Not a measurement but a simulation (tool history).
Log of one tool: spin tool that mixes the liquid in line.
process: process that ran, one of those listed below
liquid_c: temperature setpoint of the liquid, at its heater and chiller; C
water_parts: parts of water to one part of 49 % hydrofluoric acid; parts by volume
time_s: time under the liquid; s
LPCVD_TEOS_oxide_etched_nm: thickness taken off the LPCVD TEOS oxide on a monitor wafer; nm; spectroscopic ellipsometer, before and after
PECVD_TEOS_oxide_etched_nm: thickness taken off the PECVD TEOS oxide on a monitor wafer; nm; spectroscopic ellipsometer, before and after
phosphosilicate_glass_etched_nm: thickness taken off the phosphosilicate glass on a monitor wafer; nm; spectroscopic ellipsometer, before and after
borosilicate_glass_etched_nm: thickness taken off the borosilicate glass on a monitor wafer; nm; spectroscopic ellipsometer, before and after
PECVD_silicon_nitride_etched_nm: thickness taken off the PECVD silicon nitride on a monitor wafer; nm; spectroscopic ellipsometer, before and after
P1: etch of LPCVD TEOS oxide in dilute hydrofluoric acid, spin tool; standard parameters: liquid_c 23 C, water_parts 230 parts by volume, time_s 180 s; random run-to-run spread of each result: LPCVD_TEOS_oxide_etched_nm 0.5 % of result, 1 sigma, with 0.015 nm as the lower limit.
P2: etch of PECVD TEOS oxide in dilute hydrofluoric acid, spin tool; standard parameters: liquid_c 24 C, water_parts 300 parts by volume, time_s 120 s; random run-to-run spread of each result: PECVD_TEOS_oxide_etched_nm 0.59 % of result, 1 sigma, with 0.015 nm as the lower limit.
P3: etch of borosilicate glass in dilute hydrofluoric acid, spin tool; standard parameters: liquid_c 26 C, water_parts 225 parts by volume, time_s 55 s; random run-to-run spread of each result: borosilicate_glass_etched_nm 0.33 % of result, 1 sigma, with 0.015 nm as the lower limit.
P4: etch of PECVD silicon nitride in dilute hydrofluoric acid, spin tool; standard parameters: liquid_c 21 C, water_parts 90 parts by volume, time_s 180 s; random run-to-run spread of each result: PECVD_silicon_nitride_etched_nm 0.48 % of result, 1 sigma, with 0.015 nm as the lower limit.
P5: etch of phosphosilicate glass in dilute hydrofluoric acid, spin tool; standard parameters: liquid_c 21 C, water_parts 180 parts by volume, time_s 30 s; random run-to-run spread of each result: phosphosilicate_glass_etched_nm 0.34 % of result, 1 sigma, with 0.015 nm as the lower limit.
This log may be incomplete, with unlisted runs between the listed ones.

run,hour,process,liquid_c,water_parts,time_s,hours since the thermometer was replaced,hours since the hydrofluoric acid flow meter was replaced,LPCVD_TEOS_oxide_etched_nm,PECVD_TEOS_oxide_etched_nm,phosphosilicate_glass_etched_nm,borosilicate_glass_etched_nm,PECVD_silicon_nitride_etched_nm
1,8.8,P1,23,230,180,621.1,411.6,17.021,,,,
2,16.2,P1,23,230,180,628.5,419,16.86,,,,
3,28.2,P2,24,450,120,640.5,431,,3.2343,,,
4,36.3,P1,27,230,180,648.6,439.1,19.481,,,,
5,43.1,P5,21,320,30,655.4,445.9,,,13.065,,
6,56.8,P1,30.5,230,325,669.1,459.6,39.717,,,,
7,64.1,P2,24,300,235,676.4,466.9,,10.987,,,
8,78.2,P5,21,180,30,690.5,481,,,26.5,,
9,93.8,P1,23,40,180,706.1,496.6,122.16,,,,
10,108.7,P2,24,300,120,721,511.5,,5.5819,,,
11,121.4,P1,23,230,180,733.7,524.2,16.822,,,,
# hour 127.3: thermometer replaced
12,137.1,P3,26,225,55,9.9,539.9,,,,7.1223,
13,145.1,P2,28.5,300,120,17.9,547.9,,6.609,,,
14,158.5,P1,23,375,45,31.3,561.3,2.2282,,,,
15,170.1,P1,23,230,15,42.9,572.9,1.4262,,,,
16,183.5,P3,26,225,20,56.3,586.3,,,,2.5601,
17,194.1,P4,21,90,325,66.9,596.9,,,,,8.9584
18,201.9,P3,26,225,55,74.7,604.7,,,,7.1395,
19,216.5,P1,23,230,345,89.3,619.3,32.041,,,,
20,229.9,P1,17,230,180,102.7,632.7,13.44,,,,
21,239.6,P1,23,230,180,112.4,642.4,16.853,,,,
22,251.3,P5,21,180,45,124.1,654.1,,,39.853,,
23,267.1,P3,26,135,55,139.9,669.9,,,,13.15,
24,275.4,P5,21,180,30,148.2,678.2,,,26.536,,
25,284.5,P3,32.5,225,55,157.3,687.3,,,,8.9226,
26,294.7,P1,23,340,25,167.5,697.5,1.4222,,,,
27,306.4,P4,21,90,180,179.2,709.2,,,,,4.959
28,318.8,P1,23,325,180,191.6,721.6,10.881,,,,
29,333.9,P4,21,165,180,206.7,736.7,,,,,2.7597
30,343.5,P4,21,90,180,216.3,746.3,,,,,4.9466
31,351.6,P5,17,180,30,224.4,754.4,,,22.711,,
32,358.4,P4,26.5,90,180,231.2,761.2,,,,,7.1161
33,365.4,P1,23,230,180,238.2,768.2,16.962,,,,
34,378.2,P1,23,230,180,251,781,17.395,,,,
35,390.5,P1,23,230,180,263.3,793.3,17.766,,,,
36,397.3,P1,23,230,180,270.1,800.1,17.76,,,,
37,408.8,P1,23,230,180,281.6,811.6,17.904,,,,
38,420.9,P1,23,230,180,293.7,823.7,17.988,,,,
39,428,P1,23,230,180,300.8,830.8,18.042,,,,
40,440.6,P1,23,230,180,313.4,843.4,18.218,,,,
41,454.6,P1,23,230,180,327.4,857.4,18.286,,,,
42,467.7,P1,23,230,180,340.5,870.5,18.294,,,,
43,481.9,P1,23,230,180,354.7,884.7,18.243,,,,
44,490.4,P1,23,230,180,363.2,893.2,18.214,,,,

The output of P1 has drifted from where it used to be. Each of the 2 causes below, taken at the size shown beside it, accounts for the log equally well:
A: liquid hotter than its thermometer reads (K) = 2.11
B: hydrofluoric acid flow above the setpoint (%) = 6.4
The gradual shift began around hour 365.4.

Consider the 4 single-wafer check runs listed below, results given as question marks: which one distinguishes between the causes by giving clearly different results for each?
check 1,498.9,P4,21,90,180,,,,,,,?
check 2,498.9,P3,26,225,55,,,,,,?,
check 3,498.9,P5,21,180,30,,,,,?,,
check 4,498.9,P2,24,300,120,,,,?,,,

What each check would give under each cause:
check,result,if A,if B
check 1,PECVD_silicon_nitride_etched_nm,5.6943,5.2501
check 2,borosilicate_glass_etched_nm,7.6869,7.7088
check 3,phosphosilicate_glass_etched_nm,28.755,28.542
check 4,PECVD_TEOS_oxide_etched_nm,6.044,6.0891
Separation of the two closest causes in each check, using whichever result separates them best: check 1 8.12 %; check 2 0.28 %; check 3 0.74 %; check 4 0.74 %
Of the check runs offered, only check 1 discriminates between the causes; the rest would read about the same regardless of which cause applies.

Check 1 was then run and gave: PECVD_silicon_nitride_etched_nm 5.7095 nm. Which cause is it?

It is A: liquid hotter than its thermometer reads (K).
